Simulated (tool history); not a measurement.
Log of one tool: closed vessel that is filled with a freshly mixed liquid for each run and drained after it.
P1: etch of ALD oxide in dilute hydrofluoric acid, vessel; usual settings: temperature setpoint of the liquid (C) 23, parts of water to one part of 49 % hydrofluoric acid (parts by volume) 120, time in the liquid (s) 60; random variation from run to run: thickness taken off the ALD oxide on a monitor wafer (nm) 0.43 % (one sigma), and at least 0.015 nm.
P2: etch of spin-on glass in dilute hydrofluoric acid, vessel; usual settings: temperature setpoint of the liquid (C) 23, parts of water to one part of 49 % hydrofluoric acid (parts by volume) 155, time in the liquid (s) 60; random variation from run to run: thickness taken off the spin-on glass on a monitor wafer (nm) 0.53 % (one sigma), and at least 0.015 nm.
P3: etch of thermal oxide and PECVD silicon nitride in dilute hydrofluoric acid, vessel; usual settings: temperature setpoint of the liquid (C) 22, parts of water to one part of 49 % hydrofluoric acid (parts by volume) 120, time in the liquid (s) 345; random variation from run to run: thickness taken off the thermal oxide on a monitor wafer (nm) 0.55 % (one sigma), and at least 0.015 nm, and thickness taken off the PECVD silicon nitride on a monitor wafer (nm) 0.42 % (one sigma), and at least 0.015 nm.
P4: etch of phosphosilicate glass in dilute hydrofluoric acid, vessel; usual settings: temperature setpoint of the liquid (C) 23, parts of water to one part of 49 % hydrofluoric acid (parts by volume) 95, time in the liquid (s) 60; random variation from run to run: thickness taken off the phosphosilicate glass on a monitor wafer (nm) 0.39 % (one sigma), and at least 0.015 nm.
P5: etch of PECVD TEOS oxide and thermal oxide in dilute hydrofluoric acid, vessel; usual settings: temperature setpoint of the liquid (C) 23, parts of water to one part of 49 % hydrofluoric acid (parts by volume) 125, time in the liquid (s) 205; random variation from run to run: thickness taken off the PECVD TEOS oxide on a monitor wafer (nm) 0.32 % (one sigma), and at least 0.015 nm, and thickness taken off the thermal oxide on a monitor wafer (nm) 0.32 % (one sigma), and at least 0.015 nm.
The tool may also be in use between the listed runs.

run,hour,process that ran,temperature setpoint of the liquid (C),parts of water to one part of 49 % hydrofluoric acid (parts by volume),time in the liquid (s),thickness taken off the ALD oxide on a monitor wafer (nm),thickness taken off the PECVD TEOS oxide on a monitor wafer (nm),thickness taken off the thermal oxide on a monitor wafer (nm),thickness taken off the spin-on glass on a monitor wafer (nm),thickness taken off the PECVD silicon nitride on a monitor wafer (nm),thickness taken off the phosphosilicate glass on a monitor wafer (nm)
1,16.9,P1,23,120,60,15.431,,,,,
2,26.7,P5,30.5,125,205,,35.086,9.7607,,,
3,36.5,P5,23,125,205,,26.329,7.336,,,
4,52.8,P1,23,120,60,15.464,,,,,
5,61.2,P2,23,90,60,,,,43.721,,
6,76.6,P1,19,120,60,13.052,,,,,
7,94.2,P3,28,120,345,,,15.233,,12.87,
8,109.3,P2,23,155,60,,,,23.527,,
9,120.8,P1,23,120,60,15.437,,,,,
10,135,P1,23,210,60,8.0165,,,,,
11,148.2,P1,29.5,120,30,9.9484,,,,,
12,164.9,P1,23,35,60,58.996,,,,,
# hour 165.7: hydrofluoric acid flow meter replaced
13,176.5,P5,23,125,325,,41.772,11.613,,,
14,192.6,P3,22,120,345,,,11.951,,8.751,
15,209,P3,22,220,345,,,5.8842,,4.7624,
16,225.2,P1,23,120,90,23.088,,,,,
17,241.4,P2,23,155,60,,,,23.685,,
18,256.3,P1,23,120,35,9.1084,,,,,
19,267.4,P1,23,120,60,15.615,,,,,
20,277.4,P4,18.5,95,60,,,,,,29.593
21,290.9,P2,23,155,90,,,,35.205,,
# hour 298.1: thermometer replaced
22,306.8,P3,22,120,345,,,12.117,,8.599,
23,322.5,P4,23,130,60,,,,,,25.247
24,331.6,P1,23,120,60,15.494,,,,,
25,342.7,P3,22,120,110,,,3.8357,,2.7583,
26,359.6,P2,29,155,60,,,,29.67,,
27,377,P5,23,40,205,,91.388,25.434,,,
28,393.5,P4,23,95,60,,,,,,35.579
29,403.2,P4,23,95,60,,,,,,35.887
30,416.3,P5,23,125,205,,26.501,7.2673,,,
31,427,P1,29,120,60,19.53,,,,,
32,438.2,P4,23,95,95,,,,,,56.917
33,446.7,P1,23,120,60,15.355,,,,,
34,459.2,P1,23,120,60,16.112,,,,,
35,472.3,P1,23,120,60,16.64,,,,,
36,483.2,P1,23,120,60,16.724,,,,,
37,497.8,P1,23,120,60,16.919,,,,,
38,506.4,P1,23,120,60,16.925,,,,,
39,516.9,P1,23,120,60,16.86,,,,,
40,525.4,P1,23,120,60,16.937,,,,,

What P1 gives has crept away from where it was. These 2 causes fit the log equally well, each at the size given:
A: hydrofluoric acid flow above the setpoint (%) = 8.62
B: liquid hotter than its thermometer reads (K) = 2.41
The creep began at about hour 446.7.

4 check runs are offered, one wafer each, their results left as question marks. Which one tells the causes apart?
check 1,533.9,P2,23,155,60,,,,?,,
check 2,533.9,P4,23,95,60,,,,,,?
check 3,533.9,P3,22,120,345,,,?,,?,
check 4,533.9,P5,23,125,205,,?,?,,,

What each check would give under each cause:
check,result,if A,if B
check 1,thickness taken off the spin-on glass on a monitor wafer (nm),25.862,25.738
check 2,thickness taken off the phosphosilicate glass on a monitor wafer (nm),39.232,39.381
check 3,thickness taken off the thermal oxide on a monitor wafer (nm),13.245,13.262
check 3,thickness taken off the PECVD silicon nitride on a monitor wafer (nm),9.4345,10.193
check 4,thickness taken off the PECVD TEOS oxide on a monitor wafer (nm),28.983,28.964
check 4,thickness taken off the thermal oxide on a monitor wafer (nm),8.0497,8.0445
How far apart the two closest causes lie, in the result that separates them most: check 1 0.48 %; check 2 0.38 %; check 3 7.74 %; check 4 0.07 %
Only check 3 tells the causes apart: in the others they would give nearly the same result.

Then check 3 was run and gave: thickness taken off the thermal oxide on a monitor wafer (nm) 13.222; thickness taken off the PECVD silicon nitride on a monitor wafer (nm) 10.291. Which cause is it?

It is B: liquid hotter than its thermometer reads (K).
